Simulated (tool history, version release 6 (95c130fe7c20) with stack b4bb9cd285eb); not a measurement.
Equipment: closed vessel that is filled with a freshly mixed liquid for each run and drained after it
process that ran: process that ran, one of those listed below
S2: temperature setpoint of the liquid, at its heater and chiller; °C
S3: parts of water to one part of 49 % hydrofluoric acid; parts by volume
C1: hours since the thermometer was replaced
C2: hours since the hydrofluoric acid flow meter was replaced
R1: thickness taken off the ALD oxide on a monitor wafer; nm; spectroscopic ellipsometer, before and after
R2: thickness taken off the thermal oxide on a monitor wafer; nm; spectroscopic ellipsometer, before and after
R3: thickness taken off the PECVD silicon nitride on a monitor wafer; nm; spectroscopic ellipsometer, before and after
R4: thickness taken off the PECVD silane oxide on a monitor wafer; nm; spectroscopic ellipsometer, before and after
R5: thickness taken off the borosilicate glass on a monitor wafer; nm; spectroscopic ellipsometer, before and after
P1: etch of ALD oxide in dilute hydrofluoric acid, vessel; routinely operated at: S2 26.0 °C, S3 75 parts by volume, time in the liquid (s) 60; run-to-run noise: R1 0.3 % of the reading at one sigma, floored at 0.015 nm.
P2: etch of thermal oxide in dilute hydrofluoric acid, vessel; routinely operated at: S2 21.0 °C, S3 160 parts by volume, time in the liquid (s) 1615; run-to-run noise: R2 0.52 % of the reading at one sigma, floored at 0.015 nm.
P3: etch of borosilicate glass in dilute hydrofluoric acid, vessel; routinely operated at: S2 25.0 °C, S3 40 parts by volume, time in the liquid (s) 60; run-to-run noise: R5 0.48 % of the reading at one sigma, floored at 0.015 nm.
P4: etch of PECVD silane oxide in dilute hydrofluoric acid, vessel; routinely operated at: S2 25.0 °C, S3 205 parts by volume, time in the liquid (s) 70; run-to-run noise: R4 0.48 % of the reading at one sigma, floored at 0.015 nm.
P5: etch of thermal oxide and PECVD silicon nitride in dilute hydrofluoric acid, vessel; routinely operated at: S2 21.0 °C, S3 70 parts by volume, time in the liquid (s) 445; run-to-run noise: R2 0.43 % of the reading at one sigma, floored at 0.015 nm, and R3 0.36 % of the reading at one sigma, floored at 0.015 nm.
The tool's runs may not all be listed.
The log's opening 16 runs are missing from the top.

run 17 hour=69.0 | process_that_ran=P1 S2=26.0 S3=75 time_in_the_liquid_(s)=60 | C1=1434.5 C2=1265.5 | R1=20.864
run 18 hour=73.9 | process_that_ran=P1 S2=26.0 S3=75 time_in_the_liquid_(s)=95 | C1=1439.4 C2=1270.4 | R1=33.255
run 19 hour=78.7 | process_that_ran=P1 S2=26.0 S3=75 time_in_the_liquid_(s)=60 | C1=1444.2 C2=1275.2 | R1=20.841
run 20 hour=81.6 | process_that_ran=P3 S2=25.0 S3=40 time_in_the_liquid_(s)=60 | C1=1447.1 C2=1278.1 | R5=61.990
run 21 hour=87.2 | process_that_ran=P3 S2=32.5 S3=40 time_in_the_liquid_(s)=60 | C1=1452.7 C2=1283.7 | R5=84.351
run 22 hour=92.1 | process_that_ran=P3 S2=25.0 S3=65 time_in_the_liquid_(s)=60 | C1=1457.6 C2=1288.6 | R5=36.926
run 23 hour=97.9 | process_that_ran=P5 S2=21.0 S3=70 time_in_the_liquid_(s)=445 | C1=1463.4 C2=1294.4 | R2=28.795 R3=12.8980
run 24 hour=100.5 | process_that_ran=P4 S2=30.5 S3=205 time_in_the_liquid_(s)=70 | C1=1466.0 C2=1297.0 | R4=12.0970
run 25 hour=105.5 | process_that_ran=P1 S2=26.0 S3=75 time_in_the_liquid_(s)=60 | C1=1471.0 C2=1302.0 | R1=20.880
run 26 hour=111.6 | process_that_ran=P4 S2=25.0 S3=70 time_in_the_liquid_(s)=70 | C1=1477.1 C2=1308.1 | R4=34.6010
run 27 hour=116.1 | process_that_ran=P5 S2=21.0 S3=40 time_in_the_liquid_(s)=445 | C1=1481.6 C2=1312.6 | R2=52.006 R3=22.2340
run 28 hour=121.1 | process_that_ran=P3 S2=25.0 S3=40 time_in_the_liquid_(s)=60 | C1=1486.6 C2=1317.6 | R5=62.133
run 29 hour=124.2 | process_that_ran=P3 S2=25.0 S3=40 time_in_the_liquid_(s)=30 | C1=1489.7 C2=1320.7 | R5=31.528
run 30 hour=127.9 | process_that_ran=P1 S2=26.0 S3=20 time_in_the_liquid_(s)=60 | C1=1493.4 C2=1324.4 | R1=83.976
run 31 hour=132.9 | process_that_ran=P2 S2=21.0 S3=45 time_in_the_liquid_(s)=1615 | C1=1498.4 C2=1329.4 | R2=152.850
run 32 hour=136.5 | process_that_ran=P2 S2=17.0 S3=160 time_in_the_liquid_(s)=1615 | C1=1502.0 C2=1333.0 | R2=31.720
run 33 hour=139.9 | process_that_ran=P1 S2=26.0 S3=75 time_in_the_liquid_(s)=60 | C1=1505.4 C2=1336.4 | R1=20.781
run 34 hour=144.4 | process_that_ran=P1 S2=26.0 S3=75 time_in_the_liquid_(s)=60 | C1=1509.9 C2=1340.9 | R1=20.193
run 35 hour=150.4 | process_that_ran=P1 S2=26.0 S3=75 time_in_the_liquid_(s)=60 | C1=1515.9 C2=1346.9 | R1=19.671
run 36 hour=154.3 | process_that_ran=P1 S2=26.0 S3=75 time_in_the_liquid_(s)=60 | C1=1519.8 C2=1350.8 | R1=19.564
run 37 hour=158.8 | process_that_ran=P1 S2=26.0 S3=75 time_in_the_liquid_(s)=60 | C1=1524.3 C2=1355.3 | R1=19.296
run 38 hour=164.8 | process_that_ran=P1 S2=26.0 S3=75 time_in_the_liquid_(s)=60 | C1=1530.3 C2=1361.3 | R1=19.124
run 39 hour=168.0 | process_that_ran=P1 S2=26.0 S3=75 time_in_the_liquid_(s)=60 | C1=1533.5 C2=1364.5 | R1=19.175

Run 40 comes next. What will it give?
run 40 hour=172.3 | process_that_ran=P1 S2=26.0 S3=75 time_in_the_liquid_(s)=60 | C1=1537.8 C2=1368.8 | R1=?

{"run 40": {"R1": 19.128}}
